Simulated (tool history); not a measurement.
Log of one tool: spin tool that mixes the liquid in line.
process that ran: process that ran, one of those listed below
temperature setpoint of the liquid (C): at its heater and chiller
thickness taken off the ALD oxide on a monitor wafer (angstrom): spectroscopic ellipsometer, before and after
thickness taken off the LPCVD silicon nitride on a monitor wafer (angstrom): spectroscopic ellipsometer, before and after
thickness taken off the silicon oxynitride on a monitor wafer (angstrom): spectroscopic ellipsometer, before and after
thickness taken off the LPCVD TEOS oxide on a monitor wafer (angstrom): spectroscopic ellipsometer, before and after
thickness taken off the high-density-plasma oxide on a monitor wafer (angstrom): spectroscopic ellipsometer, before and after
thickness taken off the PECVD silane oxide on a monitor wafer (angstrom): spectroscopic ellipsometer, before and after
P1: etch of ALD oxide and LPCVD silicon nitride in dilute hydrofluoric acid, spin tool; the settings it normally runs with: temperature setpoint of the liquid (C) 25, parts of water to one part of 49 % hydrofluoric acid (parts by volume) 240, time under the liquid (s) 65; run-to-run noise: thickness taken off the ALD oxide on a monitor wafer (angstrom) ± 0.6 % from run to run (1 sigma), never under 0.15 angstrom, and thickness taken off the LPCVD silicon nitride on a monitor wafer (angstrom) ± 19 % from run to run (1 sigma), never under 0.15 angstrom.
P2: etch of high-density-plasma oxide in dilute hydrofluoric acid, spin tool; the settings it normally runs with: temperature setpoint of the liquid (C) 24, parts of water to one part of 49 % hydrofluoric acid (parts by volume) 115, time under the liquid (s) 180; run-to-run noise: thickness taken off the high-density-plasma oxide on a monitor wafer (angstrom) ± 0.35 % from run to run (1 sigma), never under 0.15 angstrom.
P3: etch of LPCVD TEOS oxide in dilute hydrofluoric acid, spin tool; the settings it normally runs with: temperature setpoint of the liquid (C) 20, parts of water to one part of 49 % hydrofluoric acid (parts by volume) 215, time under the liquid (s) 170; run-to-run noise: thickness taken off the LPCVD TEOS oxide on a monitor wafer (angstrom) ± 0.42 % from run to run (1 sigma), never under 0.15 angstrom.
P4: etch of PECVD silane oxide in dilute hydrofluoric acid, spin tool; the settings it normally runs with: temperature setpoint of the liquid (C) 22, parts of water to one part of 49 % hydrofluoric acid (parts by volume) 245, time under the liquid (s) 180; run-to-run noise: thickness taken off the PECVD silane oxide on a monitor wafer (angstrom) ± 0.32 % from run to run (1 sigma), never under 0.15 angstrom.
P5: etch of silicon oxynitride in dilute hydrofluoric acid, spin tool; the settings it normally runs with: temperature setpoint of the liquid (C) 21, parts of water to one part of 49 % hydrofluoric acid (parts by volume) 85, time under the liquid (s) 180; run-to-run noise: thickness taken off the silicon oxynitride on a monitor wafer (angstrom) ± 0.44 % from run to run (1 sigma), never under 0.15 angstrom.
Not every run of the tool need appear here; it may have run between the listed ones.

| run | hour | process that ran | temperature setpoint of the liquid (C) | parts of water to one part of 49 % hydrofluoric acid (parts by volume) | time under the liquid (s) | thickness taken off the ALD oxide on a monitor wafer (angstrom) | thickness taken off the LPCVD silicon nitride on a monitor wafer (angstrom) | thickness taken off the silicon oxynitride on a monitor wafer (angstrom) | thickness taken off the LPCVD TEOS oxide on a monitor wafer (angstrom) | thickness taken off the high-density-plasma oxide on a monitor wafer (angstrom) | thickness taken off the PECVD silane oxide on a monitor wafer (angstrom) |
|---|---|---|---|---|---|---|---|---|---|---|---|
| 1 | 7.1 | P1 | 25 | 240 | 65 | 44.669 | 1.2641 |  |  |  |  |
| 2 | 15.5 | P5 | 21 | 35 | 180 |  |  | 144.56 |  |  |  |
| 3 | 22.5 | P1 | 25 | 330 | 65 | 29.878 | 0.73219 |  |  |  |  |
| 4 | 29.7 | P3 | 17 | 215 | 170 |  |  |  | 253.34 |  |  |
| 5 | 38.8 | P2 | 27.5 | 115 | 180 |  |  |  |  | 135.99 |  |
| 6 | 46.7 | P1 | 25 | 40 | 65 | 336.75 | 7.3169 |  |  |  |  |
| 7 | 52 | P4 | 22 | 245 | 180 |  |  |  |  |  | 142.88 |
| 8 | 57.9 | P2 | 24 | 115 | 180 |  |  |  |  | 119.25 |  |
| 9 | 63.9 | P5 | 21 | 85 | 180 |  |  | 57.196 |  |  |  |
| 10 | 70.4 | P1 | 25 | 240 | 65 | 44.912 | 1.3318 |  |  |  |  |
| 11 | 80 | P3 | 20 | 215 | 170 |  |  |  | 284.38 |  |  |
| 12 | 84.9 | P5 | 21 | 85 | 20 |  |  | 6.4285 |  |  |  |
| 13 | 91.5 | P1 | 25 | 240 | 110 | 75.006 | 1.826 |  |  |  |  |
| 14 | 98 | P1 | 25 | 240 | 65 | 44.713 | 1.1477 |  |  |  |  |
| 15 | 105.3 | P1 | 25 | 240 | 65 | 44.245 | 2.2661 |  |  |  |  |
| 16 | 109.6 | P4 | 22 | 245 | 315 |  |  |  |  |  | 248.16 |
| 17 | 117.5 | P1 | 25 | 240 | 15 | 10.132 | 0.087836 |  |  |  |  |
| 18 | 127 | P4 | 18.5 | 245 | 180 |  |  |  |  |  | 124.68 |
|  | 132.6 | hydrofluoric acid flow meter replaced |
| 19 | 133.6 | P3 | 20 | 325 | 170 |  |  |  | 171.14 |  |  |
| 20 | 138.2 | P2 | 24 | 175 | 180 |  |  |  |  | 73.185 |  |
| 21 | 145.8 | P5 | 21 | 85 | 180 |  |  | 57.2 |  |  |  |
| 22 | 154 | P2 | 24 | 115 | 180 |  |  |  |  | 119.29 |  |
| 23 | 159.9 | P5 | 17 | 85 | 180 |  |  | 47.107 |  |  |  |
| 24 | 164.4 | P2 | 24 | 115 | 15 |  |  |  |  | 10.105 |  |
| 25 | 171.8 | P1 | 32 | 240 | 15 | 12.959 | 0.43174 |  |  |  |  |
|  | 174.7 | thermometer replaced |
| 26 | 176.3 | P1 | 30.5 | 240 | 65 | 53.908 | 2.5017 |  |  |  |  |
| 27 | 184.1 | P4 | 22 | 380 | 180 |  |  |  |  |  | 80.588 |
| 28 | 192.5 | P1 | 21.5 | 240 | 65 | 39.225 | 0.72178 |  |  |  |  |
| 29 | 201.5 | P3 | 20 | 215 | 60 |  |  |  | 101.11 |  |  |
| 30 | 206.4 | P1 | 25 | 240 | 65 | 44.517 | 1.5585 |  |  |  |  |
| 31 | 211.9 | P1 | 25 | 240 | 65 | 44.489 | 1.33 |  |  |  |  |
| 32 | 219.1 | P1 | 25 | 240 | 65 | 43.26 | 1.3494 |  |  |  |  |
| 33 | 225.8 | P1 | 25 | 240 | 65 | 42.295 | 1.2667 |  |  |  |  |
| 34 | 232 | P1 | 25 | 240 | 65 | 41.951 | 1.1719 |  |  |  |  |
| 35 | 240.7 | P1 | 25 | 240 | 65 | 41.382 | 1.7035 |  |  |  |  |
| 36 | 248 | P1 | 25 | 240 | 65 | 41.027 | 1.3477 |  |  |  |  |
| 37 | 257.1 | P1 | 25 | 240 | 65 | 41.052 | 1.3011 |  |  |  |  |
| 38 | 264.4 | P1 | 25 | 240 | 65 | 41.182 | 1.8187 |  |  |  |  |
| 39 | 273.7 | P1 | 25 | 240 | 65 | 40.942 | 1.6192 |  |  |  |  |
| 40 | 277.8 | P1 | 25 | 240 | 65 | 40.834 | 1.4673 |  |  |  |  |
| 41 | 285.7 | P1 | 25 | 240 | 65 | 40.674 | 1.2185 |  |  |  |  |

Compared with where it was, what P1 gives has crept away. Each cause listed below fits the log as well as the rest, at the size given for it:
A: hydrofluoric acid flow below the setpoint (%) = 6.49
B: liquid colder than its thermometer reads (K) = 2.34
At approximately hour 211.9, the process output began to creep.

Which of the 4 check runs listed below, each an average over 2 wafers with its results shown as question marks, gives clearly different results under the different listed causes?
| check 1 | 293.6 | P3 | 17 | 320 | 170 |  |  |  | ? |  |  |
| check 2 | 293.6 | P4 | 22 | 350 | 180 |  |  |  |  |  | ? |
| check 3 | 293.6 | P5 | 17 | 85 | 85 |  |  | ? |  |  |  |
| check 4 | 293.6 | P2 | 24 | 150 | 15 |  |  |  |  | ? |  |

Outcome of each check run for each possible cause:
| check | result | if A | if B |
|---|---|---|---|
| check 1 | thickness taken off the LPCVD TEOS oxide on a monitor wafer (angstrom) | 142.9 | 142.35 |
| check 2 | thickness taken off the PECVD silane oxide on a monitor wafer (angstrom) | 82.511 | 83.031 |
| check 3 | thickness taken off the silicon oxynitride on a monitor wafer (angstrom) | 20.698 | 19.717 |
| check 4 | thickness taken off the high-density-plasma oxide on a monitor wafer (angstrom) | 6.7613 | 6.6833 |
Separation of the two closest causes in each check, using whichever result separates them best: check 1 0.38 %; check 2 0.63 %; check 3 4.86 %; check 4 1.16 %
Check 3 is the one run that separates the causes; every other check would come out nearly the same whichever cause is at work.

After running check 3, the following was obtained: thickness taken off the silicon oxynitride on a monitor wafer (angstrom) 20.549. Which cause does this point to?

A is the cause: hydrofluoric acid flow below the setpoint (%).
